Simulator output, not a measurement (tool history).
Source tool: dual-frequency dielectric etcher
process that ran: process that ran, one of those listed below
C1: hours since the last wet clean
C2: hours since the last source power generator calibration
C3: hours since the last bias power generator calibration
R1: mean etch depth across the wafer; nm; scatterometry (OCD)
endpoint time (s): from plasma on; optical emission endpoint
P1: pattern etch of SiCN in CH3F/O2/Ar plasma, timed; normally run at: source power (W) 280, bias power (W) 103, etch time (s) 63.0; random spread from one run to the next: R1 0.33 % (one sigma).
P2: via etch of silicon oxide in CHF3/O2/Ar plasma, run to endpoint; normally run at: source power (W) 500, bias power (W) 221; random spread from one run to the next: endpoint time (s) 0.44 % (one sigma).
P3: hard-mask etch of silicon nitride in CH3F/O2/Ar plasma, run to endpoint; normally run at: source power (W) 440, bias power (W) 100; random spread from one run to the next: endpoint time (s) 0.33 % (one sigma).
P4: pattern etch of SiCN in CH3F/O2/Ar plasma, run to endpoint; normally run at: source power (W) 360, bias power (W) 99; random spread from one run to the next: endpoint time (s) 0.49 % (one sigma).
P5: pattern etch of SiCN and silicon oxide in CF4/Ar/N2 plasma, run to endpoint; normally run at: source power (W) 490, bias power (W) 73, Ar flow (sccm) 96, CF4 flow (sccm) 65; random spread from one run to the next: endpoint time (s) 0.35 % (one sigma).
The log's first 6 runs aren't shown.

{"run": 7, "hour": 49.5, "process that ran": "P5", "source power (W)": 490, "bias power (W)": 73, "Ar flow (sccm)": 96, "CF4 flow (sccm)": 89, "C1": 110.9, "C2": 2802.0, "C3": 357.2, "endpoint time (s)": 12.215}
{"run": 8, "hour": 57.7, "process that ran": "P1", "source power (W)": 280, "bias power (W)": 103, "etch time (s)": 63.0, "C1": 119.1, "C2": 2810.2, "C3": 365.4, "R1": 23.647}
{"run": 9, "hour": 62.7, "process that ran": "P5", "source power (W)": 490, "bias power (W)": 73, "Ar flow (sccm)": 96, "CF4 flow (sccm)": 65, "C1": 124.1, "C2": 2815.2, "C3": 370.4, "endpoint time (s)": 12.872}
{"run": 10, "hour": 69.0, "process that ran": "P3", "source power (W)": 330, "bias power (W)": 100, "C1": 130.4, "C2": 2821.5, "C3": 376.7, "endpoint time (s)": 67.133}
{"run": 11, "hour": 74.2, "process that ran": "P1", "source power (W)": 280, "bias power (W)": 103, "etch time (s)": 63.0, "C1": 135.6, "C2": 2826.7, "C3": 381.9, "R1": 23.507}
{"hour": 75.4, "done": "bias power generator calibrated"}
{"run": 12, "hour": 80.4, "process that ran": "P4", "source power (W)": 360, "bias power (W)": 61, "C1": 141.8, "C2": 2832.9, "C3": 5.1, "endpoint time (s)": 33.829}
{"run": 13, "hour": 86.6, "process that ran": "P5", "source power (W)": 380, "bias power (W)": 73, "Ar flow (sccm)": 96, "CF4 flow (sccm)": 65, "C1": 148.0, "C2": 2839.1, "C3": 11.3, "endpoint time (s)": 16.082}
{"run": 14, "hour": 94.1, "process that ran": "P1", "source power (W)": 400, "bias power (W)": 103, "etch time (s)": 63.0, "C1": 155.5, "C2": 2846.6, "C3": 18.8, "R1": 26.704}
{"run": 15, "hour": 98.6, "process that ran": "P1", "source power (W)": 200, "bias power (W)": 103, "etch time (s)": 63.0, "C1": 160.0, "C2": 2851.1, "C3": 23.3, "R1": 20.798}
{"run": 16, "hour": 103.4, "process that ran": "P1", "source power (W)": 280, "bias power (W)": 128, "etch time (s)": 63.0, "C1": 164.8, "C2": 2855.9, "C3": 28.1, "R1": 25.661}
{"run": 17, "hour": 110.5, "process that ran": "P2", "source power (W)": 500, "bias power (W)": 221, "C1": 171.9, "C2": 2863.0, "C3": 35.2, "endpoint time (s)": 252.44}
{"run": 18, "hour": 117.6, "process that ran": "P3", "source power (W)": 440, "bias power (W)": 135, "C1": 179.0, "C2": 2870.1, "C3": 42.3, "endpoint time (s)": 53.848}
{"hour": 124.3, "done": "source power generator calibrated"}
{"run": 19, "hour": 124.4, "process that ran": "P3", "source power (W)": 440, "bias power (W)": 100, "C1": 185.8, "C2": 0.1, "C3": 49.1, "endpoint time (s)": 60.102}
{"run": 20, "hour": 129.2, "process that ran": "P5", "source power (W)": 490, "bias power (W)": 73, "Ar flow (sccm)": 96, "CF4 flow (sccm)": 65, "C1": 190.6, "C2": 4.9, "C3": 53.9, "endpoint time (s)": 12.84}
{"run": 21, "hour": 134.4, "process that ran": "P2", "source power (W)": 500, "bias power (W)": 221, "C1": 195.8, "C2": 10.1, "C3": 59.1, "endpoint time (s)": 254.06}
{"run": 22, "hour": 138.8, "process that ran": "P5", "source power (W)": 490, "bias power (W)": 100, "Ar flow (sccm)": 96, "CF4 flow (sccm)": 65, "C1": 200.2, "C2": 14.5, "C3": 63.5, "endpoint time (s)": 11.595}
{"run": 23, "hour": 146.0, "process that ran": "P1", "source power (W)": 280, "bias power (W)": 103, "etch time (s)": 36.5, "C1": 207.4, "C2": 21.7, "C3": 70.7, "R1": 13.632}
{"run": 24, "hour": 153.5, "process that ran": "P1", "source power (W)": 280, "bias power (W)": 103, "etch time (s)": 80.5, "C1": 214.9, "C2": 29.2, "C3": 78.2, "R1": 30.043}
{"run": 25, "hour": 158.7, "process that ran": "P2", "source power (W)": 500, "bias power (W)": 170, "C1": 220.1, "C2": 34.4, "C3": 83.4, "endpoint time (s)": 275.81}
{"run": 26, "hour": 163.2, "process that ran": "P4", "source power (W)": 360, "bias power (W)": 99, "C1": 224.6, "C2": 38.9, "C3": 87.9, "endpoint time (s)": 28.419}
{"run": 27, "hour": 168.4, "process that ran": "P1", "source power (W)": 350, "bias power (W)": 68, "etch time (s)": 63.0, "C1": 229.8, "C2": 44.1, "C3": 93.1, "R1": 21.854}

Run 28 comes next. What will it give?
{"run": 28, "hour": 176.5, "process that ran": "P5", "source power (W)": 490, "bias power (W)": 73, "Ar flow (sccm)": 67, "CF4 flow (sccm)": 65, "C1": 237.9, "C2": 52.2, "C3": 101.2, "endpoint time (s)": "?"}

Logged for run 28: endpoint time (s) 12.195.
